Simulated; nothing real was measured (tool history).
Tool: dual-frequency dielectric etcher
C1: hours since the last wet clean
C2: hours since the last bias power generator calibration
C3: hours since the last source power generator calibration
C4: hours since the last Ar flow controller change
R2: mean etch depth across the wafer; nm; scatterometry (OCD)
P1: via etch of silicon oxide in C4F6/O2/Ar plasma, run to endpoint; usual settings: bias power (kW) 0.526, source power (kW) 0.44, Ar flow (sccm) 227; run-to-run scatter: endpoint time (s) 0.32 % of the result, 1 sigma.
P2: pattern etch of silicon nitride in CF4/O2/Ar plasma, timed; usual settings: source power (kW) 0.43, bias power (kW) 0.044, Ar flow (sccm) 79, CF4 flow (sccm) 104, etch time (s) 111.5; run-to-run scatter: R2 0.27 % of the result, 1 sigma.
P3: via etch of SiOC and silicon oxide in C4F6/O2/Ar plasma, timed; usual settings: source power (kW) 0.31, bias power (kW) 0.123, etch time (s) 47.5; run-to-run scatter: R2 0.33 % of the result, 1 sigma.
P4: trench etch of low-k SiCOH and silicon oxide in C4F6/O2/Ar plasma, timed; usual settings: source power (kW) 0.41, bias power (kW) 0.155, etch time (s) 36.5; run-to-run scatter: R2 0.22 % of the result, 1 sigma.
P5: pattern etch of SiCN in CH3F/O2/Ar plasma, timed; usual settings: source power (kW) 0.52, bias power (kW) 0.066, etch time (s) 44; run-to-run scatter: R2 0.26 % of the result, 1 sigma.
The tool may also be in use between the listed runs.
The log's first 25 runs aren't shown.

Run 26, day 15.225: process that ran P5, bias power (kW) 0.051, source power (kW) 0.52, etch time (s) 44; C1 436.8; C2 2842.7; C3 1458.5; C4 1808.8. Result: R2 16.436 nm.
Run 27, day 15.792: process that ran P1, bias power (kW) 0.526, source power (kW) 0.44, Ar flow (sccm) 227; C1 450.4; C2 2856.3; C3 1472.1; C4 1822.4. Result: endpoint time (s) 17.129.
Run 28, day 16.525: process that ran P1, bias power (kW) 0.526, source power (kW) 0.28, Ar flow (sccm) 166; C1 468; C2 2873.9; C3 1489.7; C4 1840. Result: endpoint time (s) 19.462.
Run 29, day 17.062: process that ran P2, bias power (kW) 0.044, source power (kW) 0.27, Ar flow (sccm) 79, etch time (s) 111.5, CF4 flow (sccm) 104; C1 480.9; C2 2886.8; C3 1502.6; C4 1852.9. Result: R2 124.58 nm.
Run 30, day 17.483: process that ran P5, bias power (kW) 0.066, source power (kW) 0.67, etch time (s) 44; C1 491; C2 2896.9; C3 1512.7; C4 1863. Result: R2 19.765 nm.
Run 31, day 17.875: process that ran P2, bias power (kW) 0.044, source power (kW) 0.43, Ar flow (sccm) 98, etch time (s) 111.5, CF4 flow (sccm) 104; C1 500.4; C2 2906.3; C3 1522.1; C4 1872.4. Result: R2 182.75 nm.
Run 32, day 18.521: process that ran P3, bias power (kW) 0.123, source power (kW) 0.31, etch time (s) 47.5; C1 515.9; C2 2921.8; C3 1537.6; C4 1887.9. Result: R2 43.088 nm.
Run 33, day 18.879: process that ran P2, bias power (kW) 0.044, source power (kW) 0.43, Ar flow (sccm) 79, etch time (s) 111.5, CF4 flow (sccm) 104; C1 524.5; C2 2930.4; C3 1546.2; C4 1896.5. Result: R2 187.45 nm.
Run 34, day 19.317: process that ran P1, bias power (kW) 0.526, source power (kW) 0.44, Ar flow (sccm) 227; C1 535; C2 2940.9; C3 1556.7; C4 1907. Result: endpoint time (s) 17.126.
Run 35, day 19.967: process that ran P1, bias power (kW) 0.526, source power (kW) 0.44, Ar flow (sccm) 312; C1 550.6; C2 2956.5; C3 1572.3; C4 1922.6. Result: endpoint time (s) 17.738.
Run 36, day 20.529: process that ran P1, bias power (kW) 0.526, source power (kW) 0.44, Ar flow (sccm) 227; C1 564.1; C2 2970; C3 1585.8; C4 1936.1. Result: endpoint time (s) 17.157.
Run 37, day 21.15: process that ran P1, bias power (kW) 0.526, source power (kW) 0.44, Ar flow (sccm) 227; C1 579; C2 2984.9; C3 1600.7; C4 1951. Result: endpoint time (s) 17.202.

The next listed run, before its measurement:
Run 38, day 21.883: process that ran P1, bias power (kW) 0.526, source power (kW) 0.44, Ar flow (sccm) 227; C1 596.6; C2 3002.5; C3 1618.3; C4 1968.6. Result: endpoint time (s) ?.

{"run 38": {"endpoint time (s)": 17.216}}

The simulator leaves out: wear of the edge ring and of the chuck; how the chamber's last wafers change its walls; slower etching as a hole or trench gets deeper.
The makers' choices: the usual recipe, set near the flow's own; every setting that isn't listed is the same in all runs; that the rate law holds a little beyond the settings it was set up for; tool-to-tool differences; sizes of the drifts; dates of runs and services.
